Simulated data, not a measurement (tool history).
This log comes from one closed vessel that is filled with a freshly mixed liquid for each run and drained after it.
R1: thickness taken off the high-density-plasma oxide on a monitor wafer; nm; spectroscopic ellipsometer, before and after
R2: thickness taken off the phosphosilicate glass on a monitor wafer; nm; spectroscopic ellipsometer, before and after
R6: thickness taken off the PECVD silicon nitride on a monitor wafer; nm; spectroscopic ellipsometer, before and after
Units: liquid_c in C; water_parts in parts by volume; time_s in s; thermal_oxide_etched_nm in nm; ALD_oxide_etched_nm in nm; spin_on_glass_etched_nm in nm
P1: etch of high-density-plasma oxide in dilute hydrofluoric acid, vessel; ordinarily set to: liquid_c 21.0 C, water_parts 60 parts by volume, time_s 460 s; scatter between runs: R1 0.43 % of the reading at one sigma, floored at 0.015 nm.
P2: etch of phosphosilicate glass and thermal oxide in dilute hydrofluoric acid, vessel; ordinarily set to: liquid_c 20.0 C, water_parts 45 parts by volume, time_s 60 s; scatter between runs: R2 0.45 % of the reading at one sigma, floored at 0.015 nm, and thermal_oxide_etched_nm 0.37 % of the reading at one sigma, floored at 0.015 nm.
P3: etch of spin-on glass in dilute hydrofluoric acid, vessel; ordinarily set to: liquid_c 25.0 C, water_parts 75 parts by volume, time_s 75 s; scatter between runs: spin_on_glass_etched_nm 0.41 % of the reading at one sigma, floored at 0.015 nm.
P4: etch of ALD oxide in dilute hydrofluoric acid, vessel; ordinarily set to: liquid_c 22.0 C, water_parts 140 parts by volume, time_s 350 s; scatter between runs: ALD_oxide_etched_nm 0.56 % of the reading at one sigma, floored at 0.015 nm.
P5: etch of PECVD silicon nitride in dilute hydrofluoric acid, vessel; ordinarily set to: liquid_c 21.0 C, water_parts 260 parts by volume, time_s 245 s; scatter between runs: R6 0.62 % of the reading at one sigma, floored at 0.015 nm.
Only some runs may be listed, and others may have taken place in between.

run 1 hour=2.7 | process=P1 liquid_c=21.0 water_parts=60 time_s=460 | R1=59.8510
run 2 hour=4.8 | process=P1 liquid_c=21.0 water_parts=60 time_s=460 | R1=59.8050
run 3 hour=8.5 | process=P2 liquid_c=25.5 water_parts=45 time_s=60 | R2=158.96 thermal_oxide_etched_nm=7.4000
run 4 hour=12.5 | process=P4 liquid_c=22.0 water_parts=140 time_s=350 | ALD_oxide_etched_nm=31.600
run 5 hour=14.6 | process=P1 liquid_c=21.0 water_parts=60 time_s=160 | R1=20.6770
run 6 hour=18.1 | process=P1 liquid_c=21.0 water_parts=60 time_s=460 | R1=59.3740
run 7 hour=21.2 | process=P4 liquid_c=17.0 water_parts=140 time_s=350 | ALD_oxide_etched_nm=26.250
run 8 hour=25.9 | process=P1 liquid_c=21.0 water_parts=95 time_s=110 | R1=8.7235
-- hour=28.2 thermometer replaced
run 9 hour=30.1 | process=P1 liquid_c=21.0 water_parts=30 time_s=460 | R1=124.9500
run 10 hour=32.4 | process=P1 liquid_c=17.0 water_parts=60 time_s=460 | R1=50.6250
run 11 hour=37.2 | process=P1 liquid_c=21.0 water_parts=60 time_s=460 | R1=60.1640
run 12 hour=40.2 | process=P3 liquid_c=25.0 water_parts=25 time_s=75 | spin_on_glass_etched_nm=126.370
run 13 hour=43.3 | process=P2 liquid_c=20.0 water_parts=45 time_s=110 | R2=230.86 thermal_oxide_etched_nm=10.7230
run 14 hour=47.5 | process=P3 liquid_c=25.0 water_parts=75 time_s=35 | spin_on_glass_etched_nm=18.129
run 15 hour=51.7 | process=P5 liquid_c=21.0 water_parts=260 time_s=245 | R6=4.5571
run 16 hour=55.8 | process=P1 liquid_c=21.0 water_parts=60 time_s=800 | R1=103.2600
run 17 hour=59.5 | process=P1 liquid_c=21.0 water_parts=60 time_s=460 | R1=60.0050
run 18 hour=63.8 | process=P5 liquid_c=17.0 water_parts=260 time_s=245 | R6=3.5516
run 19 hour=67.6 | process=P4 liquid_c=22.0 water_parts=60 time_s=350 | ALD_oxide_etched_nm=81.208
run 20 hour=70.2 | process=P5 liquid_c=21.0 water_parts=260 time_s=135 | R6=2.5196
run 21 hour=74.0 | process=P1 liquid_c=21.0 water_parts=90 time_s=35 | R1=2.9137
run 22 hour=76.4 | process=P1 liquid_c=21.0 water_parts=60 time_s=460 | R1=60.3830
run 23 hour=78.9 | process=P5 liquid_c=21.0 water_parts=260 time_s=245 | R6=4.5631
run 24 hour=81.4 | process=P3 liquid_c=25.0 water_parts=75 time_s=75 | spin_on_glass_etched_nm=39.268
run 25 hour=84.0 | process=P4 liquid_c=22.0 water_parts=140 time_s=180 | ALD_oxide_etched_nm=16.461
run 26 hour=86.1 | process=P2 liquid_c=20.0 water_parts=45 time_s=60 | R2=125.39 thermal_oxide_etched_nm=5.8655
run 27 hour=90.1 | process=P1 liquid_c=25.0 water_parts=60 time_s=460 | R1=70.6370
run 28 hour=93.9 | process=P3 liquid_c=32.0 water_parts=75 time_s=75 | spin_on_glass_etched_nm=51.329
run 29 hour=97.6 | process=P1 liquid_c=21.0 water_parts=85 time_s=460 | R1=41.3370
run 30 hour=101.8 | process=P2 liquid_c=20.0 water_parts=45 time_s=60 | R2=125.46 thermal_oxide_etched_nm=5.8834
run 31 hour=104.6 | process=P2 liquid_c=20.0 water_parts=75 time_s=60 | R2=72.90 thermal_oxide_etched_nm=3.4152
run 32 hour=108.4 | process=P5 liquid_c=21.0 water_parts=425 time_s=245 | R6=2.8339
run 33 hour=111.4 | process=P1 liquid_c=21.0 water_parts=60 time_s=460 | R1=59.6730
run 34 hour=113.8 | process=P1 liquid_c=21.0 water_parts=60 time_s=460 | R1=61.5450
run 35 hour=117.4 | process=P1 liquid_c=21.0 water_parts=60 time_s=460 | R1=62.7590
run 36 hour=120.8 | process=P1 liquid_c=21.0 water_parts=60 time_s=460 | R1=64.4480
run 37 hour=125.1 | process=P1 liquid_c=21.0 water_parts=60 time_s=460 | R1=64.4700
run 38 hour=129.2 | process=P1 liquid_c=21.0 water_parts=60 time_s=460 | R1=65.3950
run 39 hour=132.7 | process=P1 liquid_c=21.0 water_parts=60 time_s=460 | R1=65.9810

The next listed run, before its measurement:
run 40 hour=136.9 | process=P1 liquid_c=21.0 water_parts=60 time_s=460 | R1=?

For run 40 the tool returned R1 66.5960 nm.
